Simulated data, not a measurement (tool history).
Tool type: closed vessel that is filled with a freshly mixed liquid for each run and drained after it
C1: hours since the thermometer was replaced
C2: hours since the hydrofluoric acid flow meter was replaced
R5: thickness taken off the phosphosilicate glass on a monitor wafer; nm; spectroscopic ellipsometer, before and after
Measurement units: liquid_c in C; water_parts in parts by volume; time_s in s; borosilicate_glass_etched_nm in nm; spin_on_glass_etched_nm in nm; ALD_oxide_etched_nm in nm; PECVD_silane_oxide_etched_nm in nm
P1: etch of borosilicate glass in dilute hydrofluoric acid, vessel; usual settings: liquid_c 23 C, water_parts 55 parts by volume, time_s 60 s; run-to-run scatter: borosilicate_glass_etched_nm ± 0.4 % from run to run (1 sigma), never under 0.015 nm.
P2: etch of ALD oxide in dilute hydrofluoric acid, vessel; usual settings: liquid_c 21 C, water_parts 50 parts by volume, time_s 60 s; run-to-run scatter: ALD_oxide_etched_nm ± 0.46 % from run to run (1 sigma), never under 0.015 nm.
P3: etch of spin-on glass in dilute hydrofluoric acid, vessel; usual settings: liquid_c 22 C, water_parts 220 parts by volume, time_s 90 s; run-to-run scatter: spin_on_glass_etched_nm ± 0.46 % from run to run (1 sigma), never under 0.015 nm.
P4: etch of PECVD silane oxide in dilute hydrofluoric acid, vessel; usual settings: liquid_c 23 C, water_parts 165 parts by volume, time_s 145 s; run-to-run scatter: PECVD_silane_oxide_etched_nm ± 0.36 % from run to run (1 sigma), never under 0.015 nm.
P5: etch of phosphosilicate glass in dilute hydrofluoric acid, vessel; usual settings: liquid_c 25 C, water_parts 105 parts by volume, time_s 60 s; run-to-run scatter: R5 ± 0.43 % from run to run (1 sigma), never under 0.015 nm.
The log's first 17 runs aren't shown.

{"run": 18, "day": 8.1, "process": "P2", "liquid_c": 21, "water_parts": 50, "time_s": 110, "C1": 609.1, "C2": 643.8, "ALD_oxide_etched_nm": 19.866}
{"run": 19, "day": 8.475, "process": "P1", "liquid_c": 23, "water_parts": 55, "time_s": 60, "C1": 618.1, "C2": 652.8, "borosilicate_glass_etched_nm": 29.3}
{"run": 20, "day": 8.946, "process": "P5", "liquid_c": 20, "water_parts": 105, "time_s": 60, "C1": 629.4, "C2": 664.1, "R5": 36.629}
{"run": 21, "day": 9.438, "process": "P1", "liquid_c": 30, "water_parts": 20, "time_s": 60, "C1": 641.2, "C2": 675.9, "borosilicate_glass_etched_nm": 113.3}
{"run": 22, "day": 9.792, "process": "P4", "liquid_c": 23, "water_parts": 45, "time_s": 145, "C1": 649.7, "C2": 684.4, "PECVD_silane_oxide_etched_nm": 72.174}
{"run": 23, "day": 10.146, "process": "P3", "liquid_c": 22, "water_parts": 220, "time_s": 90, "C1": 658.2, "C2": 692.9, "spin_on_glass_etched_nm": 12.14}
{"run": 24, "day": 10.629, "process": "P1", "liquid_c": 23, "water_parts": 20, "time_s": 60, "C1": 669.8, "C2": 704.5, "borosilicate_glass_etched_nm": 84.64}
{"run": 25, "day": 11.254, "process": "P1", "liquid_c": 23, "water_parts": 55, "time_s": 60, "C1": 684.8, "C2": 719.5, "borosilicate_glass_etched_nm": 29.543}

Run 26 is up next; what results do you expect?
{"run": 26, "day": 11.546, "process": "P1", "liquid_c": 28, "water_parts": 90, "time_s": 60, "C1": 691.8, "C2": 726.5, "borosilicate_glass_etched_nm": "?"}

Run 26 yielded borosilicate_glass_etched_nm 21.049 nm.
